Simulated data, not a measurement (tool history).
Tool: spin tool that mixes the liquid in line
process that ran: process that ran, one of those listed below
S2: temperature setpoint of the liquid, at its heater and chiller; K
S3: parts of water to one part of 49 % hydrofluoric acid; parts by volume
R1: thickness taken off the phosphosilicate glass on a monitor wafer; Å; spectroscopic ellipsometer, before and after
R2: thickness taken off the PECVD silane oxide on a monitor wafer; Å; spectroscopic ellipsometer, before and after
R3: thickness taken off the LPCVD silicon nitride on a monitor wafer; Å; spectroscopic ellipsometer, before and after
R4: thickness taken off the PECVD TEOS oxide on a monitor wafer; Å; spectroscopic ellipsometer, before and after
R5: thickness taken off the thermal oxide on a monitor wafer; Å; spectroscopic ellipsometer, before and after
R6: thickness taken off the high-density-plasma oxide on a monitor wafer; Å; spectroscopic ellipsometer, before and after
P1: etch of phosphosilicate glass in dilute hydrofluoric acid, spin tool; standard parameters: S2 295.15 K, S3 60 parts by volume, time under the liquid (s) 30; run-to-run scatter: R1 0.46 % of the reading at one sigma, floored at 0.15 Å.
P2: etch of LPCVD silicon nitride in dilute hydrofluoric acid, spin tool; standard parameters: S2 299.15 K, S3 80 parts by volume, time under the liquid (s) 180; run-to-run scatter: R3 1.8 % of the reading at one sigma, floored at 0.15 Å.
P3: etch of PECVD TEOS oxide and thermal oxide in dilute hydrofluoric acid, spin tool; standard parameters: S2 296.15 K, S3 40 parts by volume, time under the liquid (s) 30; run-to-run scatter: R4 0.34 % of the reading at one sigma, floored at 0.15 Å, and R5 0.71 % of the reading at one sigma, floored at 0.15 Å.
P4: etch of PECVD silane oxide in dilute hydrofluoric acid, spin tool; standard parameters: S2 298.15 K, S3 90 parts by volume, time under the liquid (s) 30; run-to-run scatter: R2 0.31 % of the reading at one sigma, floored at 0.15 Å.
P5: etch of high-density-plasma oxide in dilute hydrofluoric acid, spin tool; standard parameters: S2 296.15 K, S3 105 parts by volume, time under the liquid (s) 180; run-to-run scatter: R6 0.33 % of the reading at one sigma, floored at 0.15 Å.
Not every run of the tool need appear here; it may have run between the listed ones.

Run 1, hour 16.4: process that ran P1, S2 295.15 K, S3 60 parts by volume, time under the liquid (s) 30. Result: R1 882.72 Å.
Run 2, hour 32.7: process that ran P4, S2 290.65 K, S3 90 parts by volume, time under the liquid (s) 30. Result: R2 56.609 Å.
Run 3, hour 44.1: process that ran P1, S2 295.15 K, S3 60 parts by volume, time under the liquid (s) 30. Result: R1 875.24 Å.
Run 4, hour 55.6: process that ran P2, S2 299.15 K, S3 80 parts by volume, time under the liquid (s) 180. Result: R3 11.9060 Å.
Run 5, hour 68.8: process that ran P1, S2 303.15 K, S3 60 parts by volume, time under the liquid (s) 30. Result: R1 1212.00 Å.
Run 6, hour 82.8: process that ran P3, S2 296.15 K, S3 40 parts by volume, time under the liquid (s) 30. Result: R4 125.380 Å, R5 37.666 Å.
Run 7, hour 99.3: process that ran P1, S2 295.15 K, S3 110 parts by volume, time under the liquid (s) 50. Result: R1 753.01 Å.
Run 8, hour 111.1: process that ran P1, S2 295.15 K, S3 60 parts by volume, time under the liquid (s) 45. Result: R1 1316.70 Å.
Run 9, hour 125.2: process that ran P3, S2 296.15 K, S3 65 parts by volume, time under the liquid (s) 30. Result: R4 75.048 Å, R5 22.458 Å.
Run 10, hour 143.9: process that ran P5, S2 296.15 K, S3 105 parts by volume, time under the liquid (s) 20. Result: R6 9.0772 Å.
Run 11, hour 162.6: process that ran P4, S2 298.15 K, S3 90 parts by volume, time under the liquid (s) 30. Result: R2 77.054 Å.
Run 12, hour 173.1: process that ran P1, S2 295.15 K, S3 60 parts by volume, time under the liquid (s) 30. Result: R1 881.18 Å.
Run 13, hour 181.8: process that ran P1, S2 295.15 K, S3 60 parts by volume, time under the liquid (s) 30. Result: R1 876.81 Å.
Run 14, hour 191.0: process that ran P5, S2 296.15 K, S3 105 parts by volume, time under the liquid (s) 180. Result: R6 81.7580 Å.
Run 15, hour 199.7: process that ran P1, S2 295.15 K, S3 35 parts by volume, time under the liquid (s) 30. Result: R1 1563.30 Å.
Run 16, hour 215.5: process that ran P4, S2 298.15 K, S3 90 parts by volume, time under the liquid (s) 15. Result: R2 38.365 Å.
Run 17, hour 233.0: process that ran P5, S2 296.15 K, S3 175 parts by volume, time under the liquid (s) 180. Result: R6 45.3310 Å.
Run 18, hour 243.0: process that ran P5, S2 296.15 K, S3 105 parts by volume, time under the liquid (s) 180. Result: R6 81.9720 Å.
Run 19, hour 252.0: process that ran P1, S2 295.15 K, S3 100 parts by volume, time under the liquid (s) 30. Result: R1 505.75 Å.
Run 20, hour 261.7: process that ran P3, S2 296.15 K, S3 40 parts by volume, time under the liquid (s) 15. Result: R4 62.570 Å, R5 18.883 Å.
Run 21, hour 272.3: process that ran P5, S2 290.15 K, S3 105 parts by volume, time under the liquid (s) 180. Result: R6 63.9640 Å.
Run 22, hour 285.1: process that ran P3, S2 300.65 K, S3 40 parts by volume, time under the liquid (s) 30. Result: R4 152.180 Å, R5 45.499 Å.
Run 23, hour 296.8: process that ran P1, S2 295.15 K, S3 60 parts by volume, time under the liquid (s) 30. Result: R1 877.66 Å.
Run 24, hour 313.5: process that ran P4, S2 298.15 K, S3 35 parts by volume, time under the liquid (s) 30. Result: R2 214.000 Å.
At hour 315.9: hydrofluoric acid flow meter replaced.
Run 25, hour 331.9: process that ran P2, S2 292.65 K, S3 80 parts by volume, time under the liquid (s) 180. Result: R3 7.7377 Å.
Run 26, hour 346.0: process that ran P1, S2 295.15 K, S3 35 parts by volume, time under the liquid (s) 50. Result: R1 2607.50 Å.
Run 27, hour 360.2: process that ran P1, S2 290.65 K, S3 60 parts by volume, time under the liquid (s) 30. Result: R1 736.39 Å.
Run 28, hour 378.0: process that ran P2, S2 299.15 K, S3 80 parts by volume, time under the liquid (s) 285. Result: R3 18.5160 Å.
Run 29, hour 394.1: process that ran P1, S2 295.15 K, S3 60 parts by volume, time under the liquid (s) 15. Result: R1 438.07 Å.
Run 30, hour 405.9: process that ran P2, S2 299.15 K, S3 50 parts by volume, time under the liquid (s) 180. Result: R3 18.8520 Å.
Run 31, hour 423.7: process that ran P4, S2 298.15 K, S3 90 parts by volume, time under the liquid (s) 30. Result: R2 77.000 Å.
Run 32, hour 441.9: process that ran P1, S2 295.15 K, S3 60 parts by volume, time under the liquid (s) 30. Result: R1 878.60 Å.
Run 33, hour 459.0: process that ran P1, S2 295.15 K, S3 60 parts by volume, time under the liquid (s) 30. Result: R1 835.98 Å.
Run 34, hour 471.3: process that ran P1, S2 295.15 K, S3 60 parts by volume, time under the liquid (s) 30. Result: R1 823.22 Å.
Run 35, hour 486.4: process that ran P1, S2 295.15 K, S3 60 parts by volume, time under the liquid (s) 30. Result: R1 801.98 Å.

Run 36 has not been measured yet. What should we expect?
Run 36, hour 503.8: process that ran P1, S2 295.15 K, S3 60 parts by volume, time under the liquid (s) 30. Result: R1 ?.

Run 36 measured R1 806.74 Å.
